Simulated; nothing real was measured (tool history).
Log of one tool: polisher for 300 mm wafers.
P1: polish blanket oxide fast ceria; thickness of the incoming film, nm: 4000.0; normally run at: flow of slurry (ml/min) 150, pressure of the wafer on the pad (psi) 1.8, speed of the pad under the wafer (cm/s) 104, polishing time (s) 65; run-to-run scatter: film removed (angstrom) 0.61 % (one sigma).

run,hour,flow of slurry (ml/min),pressure of the wafer on the pad (psi),speed of the pad under the wafer (cm/s),polishing time (s),wafers polished on this pad,hours since the slurry nozzle was cleaned,hours since the head pressure was calibrated,film removed (angstrom)
1,15.8,150,1.8,104,65,1167,143.5,281.3,7296.1
2,28.7,150,0.9,154,65,1314,156.4,294.2,5416.5
3,44.8,210,2.3,104,65,1498,172.5,310.3,9837.2
4,63,110,1.8,104,65,1706,190.7,328.5,6865.1
# hour 63.8: slurry nozzle cleaned
5,73.6,150,0.9,104,65,1828,9.8,339.1,3638.2
6,91.8,150,1.8,160,65,2036,28,357.3,11072
7,102.9,150,1.8,104,96,2163,39.1,368.4,10699
8,118.1,105,1.8,130,65,2336,54.3,383.6,8531.1
9,133,230,1.8,104,65,2507,69.2,398.5,7700.5
10,149.7,150,1.8,46,65,2698,85.9,415.2,3216
11,158.7,150,1.8,104,65,2800,94.9,424.2,7356.3
12,168.7,150,2.8,104,65,2915,104.9,434.2,11384

The next listed run, before its measurement:
13,180.6,150,1.8,104,65,3051,116.8,446.1,?

{"run 13": {"film removed (angstrom)": 7308.1}}
